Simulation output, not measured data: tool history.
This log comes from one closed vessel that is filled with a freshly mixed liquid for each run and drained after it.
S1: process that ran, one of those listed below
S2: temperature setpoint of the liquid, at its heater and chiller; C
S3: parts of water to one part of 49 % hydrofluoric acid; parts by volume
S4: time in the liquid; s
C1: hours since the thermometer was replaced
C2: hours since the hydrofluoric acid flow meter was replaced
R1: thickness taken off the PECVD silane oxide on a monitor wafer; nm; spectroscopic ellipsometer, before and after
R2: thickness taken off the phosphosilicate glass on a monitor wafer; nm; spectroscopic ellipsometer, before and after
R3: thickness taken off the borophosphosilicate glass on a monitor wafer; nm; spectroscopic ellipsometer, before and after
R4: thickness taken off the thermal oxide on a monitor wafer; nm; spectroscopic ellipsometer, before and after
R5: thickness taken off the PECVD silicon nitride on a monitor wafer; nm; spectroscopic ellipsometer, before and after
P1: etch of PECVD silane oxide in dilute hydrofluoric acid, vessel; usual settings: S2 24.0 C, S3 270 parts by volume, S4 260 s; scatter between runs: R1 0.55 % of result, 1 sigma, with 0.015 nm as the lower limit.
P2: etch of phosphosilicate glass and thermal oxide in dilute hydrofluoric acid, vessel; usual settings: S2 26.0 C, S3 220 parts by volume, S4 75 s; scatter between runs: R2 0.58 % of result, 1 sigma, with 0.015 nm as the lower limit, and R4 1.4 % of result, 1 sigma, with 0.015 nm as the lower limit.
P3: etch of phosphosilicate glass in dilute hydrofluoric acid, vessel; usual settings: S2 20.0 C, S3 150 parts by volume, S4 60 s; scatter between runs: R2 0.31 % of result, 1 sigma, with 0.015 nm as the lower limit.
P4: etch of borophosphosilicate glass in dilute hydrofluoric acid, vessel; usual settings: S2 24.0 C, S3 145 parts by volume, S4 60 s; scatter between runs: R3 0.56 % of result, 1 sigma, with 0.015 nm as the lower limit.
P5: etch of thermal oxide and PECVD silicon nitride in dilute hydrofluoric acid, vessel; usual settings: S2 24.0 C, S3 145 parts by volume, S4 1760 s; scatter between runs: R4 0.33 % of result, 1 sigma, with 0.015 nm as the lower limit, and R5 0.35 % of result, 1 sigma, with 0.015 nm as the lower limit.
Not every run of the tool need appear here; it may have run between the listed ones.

| run | hour | S1 | S2 | S3 | S4 | C1 | C2 | R1 | R2 | R3 | R4 | R5 |
|---|---|---|---|---|---|---|---|---|---|---|---|---|
| 1 | 7.6 | P1 | 24.0 | 270 | 260 | 979.8 | 689.7 | 17.0190 |  |  |  |  |
| 2 | 12.8 | P3 | 28.0 | 150 | 60 | 985.0 | 694.9 |  | 27.583 |  |  |  |
| 3 | 24.0 | P1 | 24.0 | 480 | 260 | 996.2 | 706.1 | 7.9180 |  |  |  |  |
| 4 | 32.6 | P3 | 20.0 | 240 | 60 | 1004.8 | 714.7 |  | 11.616 |  |  |  |
| 5 | 44.0 | P1 | 28.0 | 370 | 260 | 1016.2 | 726.1 | 12.8230 |  |  |  |  |
|  | 48.3 | hydrofluoric acid flow meter replaced |
| 6 | 51.8 | P1 | 28.5 | 270 | 110 | 1024.0 | 3.5 | 8.4783 |  |  |  |  |
| 7 | 58.2 | P4 | 24.0 | 145 | 95 | 1030.4 | 9.9 |  |  | 28.454 |  |  |
| 8 | 63.5 | P1 | 30.5 | 270 | 260 | 1035.7 | 15.2 | 21.2850 |  |  |  |  |
| 9 | 73.3 | P2 | 26.0 | 355 | 75 | 1045.5 | 25.0 |  | 11.267 |  | 0.80297 |  |
| 10 | 84.3 | P1 | 24.0 | 270 | 260 | 1056.5 | 36.0 | 17.1920 |  |  |  |  |
| 11 | 92.4 | P1 | 24.0 | 270 | 260 | 1064.6 | 44.1 | 17.0930 |  |  |  |  |
| 12 | 97.8 | P5 | 24.0 | 145 | 1760 | 1070.0 | 49.5 |  |  |  | 56.43400 | 60.493 |
|  | 98.7 | thermometer replaced |
| 13 | 105.8 | P4 | 24.0 | 30 | 60 | 7.2 | 57.5 |  |  | 99.834 |  |  |
| 14 | 114.0 | P5 | 24.0 | 145 | 2590 | 15.4 | 65.7 |  |  |  | 83.07200 | 89.004 |
| 15 | 123.9 | P1 | 24.0 | 270 | 125 | 25.3 | 75.6 | 8.1879 |  |  |  |  |
| 16 | 131.0 | P2 | 26.0 | 220 | 75 | 32.4 | 82.7 |  | 20.855 |  | 1.47720 |  |
| 17 | 140.4 | P1 | 24.0 | 270 | 260 | 41.8 | 92.1 | 17.0640 |  |  |  |  |
| 18 | 146.6 | P1 | 24.0 | 60 | 260 | 48.0 | 98.3 | 97.2400 |  |  |  |  |
| 19 | 153.9 | P1 | 24.0 | 270 | 465 | 55.3 | 105.6 | 30.7460 |  |  |  |  |
| 20 | 159.3 | P2 | 26.0 | 220 | 150 | 60.7 | 111.0 |  | 41.409 |  | 2.94250 |  |
| 21 | 169.3 | P5 | 24.0 | 30 | 1760 | 70.7 | 121.0 |  |  |  | 315.90000 | 284.310 |
| 22 | 177.5 | P3 | 20.0 | 150 | 30 | 78.9 | 129.2 |  | 10.154 |  |  |  |
| 23 | 187.9 | P3 | 20.0 | 150 | 60 | 89.3 | 139.6 |  | 20.300 |  |  |  |
| 24 | 198.4 | P2 | 32.0 | 220 | 75 | 99.8 | 150.1 |  | 26.055 |  | 1.82290 |  |
| 25 | 205.7 | P1 | 24.0 | 270 | 260 | 107.1 | 157.4 | 17.1450 |  |  |  |  |
| 26 | 210.9 | P1 | 24.0 | 270 | 260 | 112.3 | 162.6 | 17.2370 |  |  |  |  |
| 27 | 217.6 | P4 | 17.0 | 145 | 60 | 119.0 | 169.3 |  |  | 13.527 |  |  |
| 28 | 224.9 | P1 | 24.0 | 270 | 260 | 126.3 | 176.6 | 17.1330 |  |  |  |  |
| 29 | 234.0 | P5 | 19.5 | 145 | 1760 | 135.4 | 185.7 |  |  |  | 47.10700 | 45.061 |
| 30 | 242.2 | P1 | 19.5 | 270 | 260 | 143.6 | 193.9 | 14.5350 |  |  |  |  |

Predict the results of run 31:
| 31 | 252.3 | P2 | 26.0 | 220 | 75 | 153.7 | 204.0 |  | ? |  | ? |  |

R2: 20.819 nm
R4: 1.47900 nm
